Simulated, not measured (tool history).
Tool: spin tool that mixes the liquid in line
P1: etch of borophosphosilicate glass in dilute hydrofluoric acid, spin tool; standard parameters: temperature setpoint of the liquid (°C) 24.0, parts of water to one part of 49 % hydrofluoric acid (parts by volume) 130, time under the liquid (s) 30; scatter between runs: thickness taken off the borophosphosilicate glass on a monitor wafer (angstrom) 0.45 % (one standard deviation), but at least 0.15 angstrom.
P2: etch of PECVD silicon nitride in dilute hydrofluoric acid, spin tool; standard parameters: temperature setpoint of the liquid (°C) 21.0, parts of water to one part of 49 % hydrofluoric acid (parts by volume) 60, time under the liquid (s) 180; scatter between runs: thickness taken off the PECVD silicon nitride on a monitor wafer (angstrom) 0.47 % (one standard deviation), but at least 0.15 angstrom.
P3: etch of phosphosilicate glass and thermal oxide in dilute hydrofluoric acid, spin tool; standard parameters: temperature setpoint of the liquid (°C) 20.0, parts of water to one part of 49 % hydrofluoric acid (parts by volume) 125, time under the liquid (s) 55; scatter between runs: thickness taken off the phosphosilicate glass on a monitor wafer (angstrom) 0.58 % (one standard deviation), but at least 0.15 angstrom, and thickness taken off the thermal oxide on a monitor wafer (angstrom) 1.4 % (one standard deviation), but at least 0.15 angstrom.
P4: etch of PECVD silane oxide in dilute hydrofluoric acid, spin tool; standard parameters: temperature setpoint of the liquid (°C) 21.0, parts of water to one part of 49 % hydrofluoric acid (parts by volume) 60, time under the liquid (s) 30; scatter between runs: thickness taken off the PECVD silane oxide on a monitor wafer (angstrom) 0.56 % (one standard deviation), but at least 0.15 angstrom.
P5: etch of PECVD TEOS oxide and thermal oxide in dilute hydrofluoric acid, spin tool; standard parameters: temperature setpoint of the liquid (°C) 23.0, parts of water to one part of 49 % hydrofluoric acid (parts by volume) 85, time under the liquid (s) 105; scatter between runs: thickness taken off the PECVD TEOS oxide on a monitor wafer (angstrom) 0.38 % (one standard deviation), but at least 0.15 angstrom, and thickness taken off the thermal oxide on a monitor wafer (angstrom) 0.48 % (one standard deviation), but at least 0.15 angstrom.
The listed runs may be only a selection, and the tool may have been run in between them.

run	hour	process that ran	temperature setpoint of the liquid (°C)	parts of water to one part of 49 % hydrofluoric acid (parts by volume)	time under the liquid (s)	thickness taken off the borophosphosilicate glass on a monitor wafer (angstrom)	thickness taken off the PECVD TEOS oxide on a monitor wafer (angstrom)	thickness taken off the thermal oxide on a monitor wafer (angstrom)	thickness taken off the phosphosilicate glass on a monitor wafer (angstrom)	thickness taken off the PECVD silane oxide on a monitor wafer (angstrom)	thickness taken off the PECVD silicon nitride on a monitor wafer (angstrom)
1	9.1	P1	24.0	130	30	86.665					
2	22.0	P5	17.0	85	105		196.99	45.2610			
3	28.5	P3	20.0	200	55			10.3140	314.33		
4	37.4	P3	20.0	125	15			4.8657	149.18		
5	44.7	P1	24.0	130	15	43.000					
6	55.8	P1	28.5	85	30	166.490					
7	68.1	P1	24.0	185	30	57.599					
# hour 77.6: thermometer replaced
8	79.9	P4	21.0	60	30					96.212	
9	86.0	P5	23.0	50	105		452.24	103.4500			
10	98.1	P2	21.0	60	180						123.140
11	109.3	P1	24.0	130	30	86.265					
12	122.8	P1	24.0	65	15	93.669					
13	134.7	P1	30.5	130	30	110.720					
14	147.2	P1	24.0	130	30	86.750					
15	159.6	P1	24.0	130	30	87.708					
16	168.2	P1	24.0	130	30	87.320					
17	178.8	P2	21.0	25	180						288.820
18	188.8	P5	23.0	85	55		132.63	30.2660			
19	200.7	P2	21.0	60	275						188.550
20	212.8	P1	24.0	55	30	226.840					
21	221.4	P1	24.0	130	30	87.064					
22	231.5	P4	21.0	60	60					194.160	
23	238.3	P1	17.0	130	30	65.696					
24	251.6	P5	23.0	85	105		253.14	58.0680			
25	262.1	P2	17.0	60	180						93.532
26	271.4	P4	21.0	60	30					96.132	
27	278.9	P2	21.0	60	180						123.300
28	291.7	P4	21.0	100	30					54.570	
29	305.1	P1	24.0	130	30	85.923					
30	314.3	P3	25.5	125	55			21.8920	667.51		
31	321.3	P3	20.0	125	55			17.4040	540.19		
32	331.5	P4	29.5	60	30					135.680	
33	339.8	P1	24.0	130	45	129.890					
34	347.9	P1	24.0	60	50	342.080					
35	356.9	P1	24.0	130	30	86.730					
36	365.0	P1	24.0	130	30	89.440					
37	378.9	P1	24.0	130	30	91.228					
38	390.7	P1	24.0	130	30	92.225					
39	399.7	P1	24.0	130	30	93.504					
40	410.2	P1	24.0	130	30	93.143					
41	421.6	P1	24.0	130	30	94.210					
42	427.9	P1	24.0	130	30	93.902					
43	437.1	P1	24.0	130	30	93.763					

The log shows P1 creeping away from where it was. Any of the 2 causes listed here, at the size stated for it, fits the log just as well as the others:
A: liquid hotter than its thermometer reads (K) = 2.07
B: hydrofluoric acid flow above the setpoint (%) = 7.16
The process output started creeping at around hour 356.9.

4 check runs are offered, one wafer each, their results left as question marks. Which one tells the causes apart?
check 1	446.3	P2	21.0	60	180						?
check 2	446.3	P4	21.0	60	30					?	
check 3	446.3	P5	23.0	85	105		?	?			
check 4	446.3	P3	20.0	125	55			?	?		

Expected result of each check under each candidate cause:
check	result	if A	if B
check 1	thickness taken off the PECVD silicon nitride on a monitor wafer (angstrom)	142.170	132.090
check 2	thickness taken off the PECVD silane oxide on a monitor wafer (angstrom)	104.560	103.330
check 3	thickness taken off the PECVD TEOS oxide on a monitor wafer (angstrom)	275.31	273.47
check 3	thickness taken off the thermal oxide on a monitor wafer (angstrom)	62.7710	62.3500
check 4	thickness taken off the thermal oxide on a monitor wafer (angstrom)	19.4420	19.3510
check 4	thickness taken off the phosphosilicate glass on a monitor wafer (angstrom)	590.16	587.41
Smallest distance between any two causes, each pair judged by its most separating result, in per cent: check 1 7.35 %; check 2 1.18 %; check 3 0.67 %; check 4 0.47 %
Only check 1 tells the causes apart: in the others they would give nearly the same result.

Then check 1 was run and gave: thickness taken off the PECVD silicon nitride on a monitor wafer (angstrom) 143.310. Which cause is it?

A is the cause: liquid hotter than its thermometer reads (K).
